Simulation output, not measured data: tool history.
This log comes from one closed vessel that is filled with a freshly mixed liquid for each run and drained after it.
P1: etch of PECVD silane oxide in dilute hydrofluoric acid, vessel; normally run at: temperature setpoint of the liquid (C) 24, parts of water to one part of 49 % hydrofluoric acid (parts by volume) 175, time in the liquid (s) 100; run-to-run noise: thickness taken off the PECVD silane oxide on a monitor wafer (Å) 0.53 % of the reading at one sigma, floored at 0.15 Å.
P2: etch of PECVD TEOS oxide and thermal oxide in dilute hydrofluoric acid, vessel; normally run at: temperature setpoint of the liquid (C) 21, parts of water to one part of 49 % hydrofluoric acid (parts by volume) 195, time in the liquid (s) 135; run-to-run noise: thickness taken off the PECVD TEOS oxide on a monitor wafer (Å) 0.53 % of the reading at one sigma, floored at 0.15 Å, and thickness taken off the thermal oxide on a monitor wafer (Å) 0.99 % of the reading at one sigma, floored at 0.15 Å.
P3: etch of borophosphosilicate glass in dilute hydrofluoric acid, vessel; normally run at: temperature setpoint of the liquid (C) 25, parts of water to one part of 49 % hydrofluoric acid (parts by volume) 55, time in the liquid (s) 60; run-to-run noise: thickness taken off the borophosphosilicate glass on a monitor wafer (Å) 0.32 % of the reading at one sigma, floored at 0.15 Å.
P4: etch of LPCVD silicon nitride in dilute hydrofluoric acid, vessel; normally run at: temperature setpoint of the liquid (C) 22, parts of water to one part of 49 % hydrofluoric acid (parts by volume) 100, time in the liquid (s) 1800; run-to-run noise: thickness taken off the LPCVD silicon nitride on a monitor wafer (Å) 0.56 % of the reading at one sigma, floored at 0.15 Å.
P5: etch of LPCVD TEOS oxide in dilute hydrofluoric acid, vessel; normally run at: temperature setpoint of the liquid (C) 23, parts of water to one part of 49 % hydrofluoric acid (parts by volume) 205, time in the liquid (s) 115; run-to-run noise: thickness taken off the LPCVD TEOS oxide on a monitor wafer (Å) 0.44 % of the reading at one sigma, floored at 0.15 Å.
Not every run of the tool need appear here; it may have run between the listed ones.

run    day  process that ran  temperature setpoint of the liquid (C)  parts of water to one part of 49 % hydrofluoric acid (parts by volume)  time in the liquid (s)  thickness taken off the PECVD silane oxide on a monitor wafer (Å)  thickness taken off the LPCVD TEOS oxide on a monitor wafer (Å)  thickness taken off the borophosphosilicate glass on a monitor wafer (Å)  thickness taken off the PECVD TEOS oxide on a monitor wafer (Å)  thickness taken off the thermal oxide on a monitor wafer (Å)  thickness taken off the LPCVD silicon nitride on a monitor wafer (Å)
  1  0.262                P1                                      24                                                                     175                     100                                                             166.27
  2   0.55                P1                                      24                                                                     175                     100                                                             165.01
  3  0.767                P1                                      24                                                                     175                     100                                                             164.79
  4  1.108                P5                                      17                                                                     205                     115                                                                                                                              62.652
  5  1.308                P3                                      25                                                                      55                      60                                                                                                                                                                                                        689.19
  6  1.738                P2                                      21                                                                     195                     135                                                                                                                                                                                                                                                                         154.35                                                         26.36
  7  1.975                P1                                    31.5                                                                     260                     100                                                             131.21
  8  2.183                P2                                      17                                                                     195                     135                                                                                                                                                                                                                                                                          131.8                                                         22.51
  9  2.592                P3                                      25                                                                      80                      60                                                                                                                                                                                                        461.02
 10  2.921                P1                                      24                                                                     175                     100                                                             166.11
 11  3.288                P5                                      23                                                                     205                     115                                                                                                                              79.441
 12    3.5                P1                                      24                                                                     175                     100                                                             166.29
 13  3.808                P4                                      22                                                                     100                    1800                                                                                                                                                                                                                                                                                                                                                                                                             78.106
 14      4                P2                                      21                                                                      90                     135                                                                                                                                                                                                                                                                         370.12                                                        63.864
 15    4.4                P1                                      31                                                                     175                     100                                                             213.49
 16  4.696                P3                                      32                                                                      55                      60                                                                                                                                                                                                        913.27
 17  4.904                P3                                      25                                                                      55                      60                                                                                                                                                                                                         690.7
 18  5.188                P2                                      21                                                                     195                      30                                                                                                                                                                                                                                                                          34.24                                                        5.6244
 19  5.404                P1                                      24                                                                      40                     100                                                             855.78
 20  5.654                P1                                      24                                                                     175                      30                                                             49.594
 21  5.921                P2                                      21                                                                     195                     135                                                                                                                                                                                                                                                                         153.11                                                         26.36
 22  6.117                P4                                      27                                                                     100                    1800                                                                                                                                                                                                                                                                                                                                                                                                             108.92
 23  6.458                P5                                      23                                                                     205                     185                                                                                                                              128.01
 24  6.825                P4                                      22                                                                     160                    1800                                                                                                                                                                                                                                                                                                                                                                                                             49.662

What will run 25 give?
 25  7.117                P3                                      25                                                                      55                     100                                                                                                                                                                                                             ?

thickness taken off the borophosphosilicate glass on a monitor wafer (Å): 1151.9
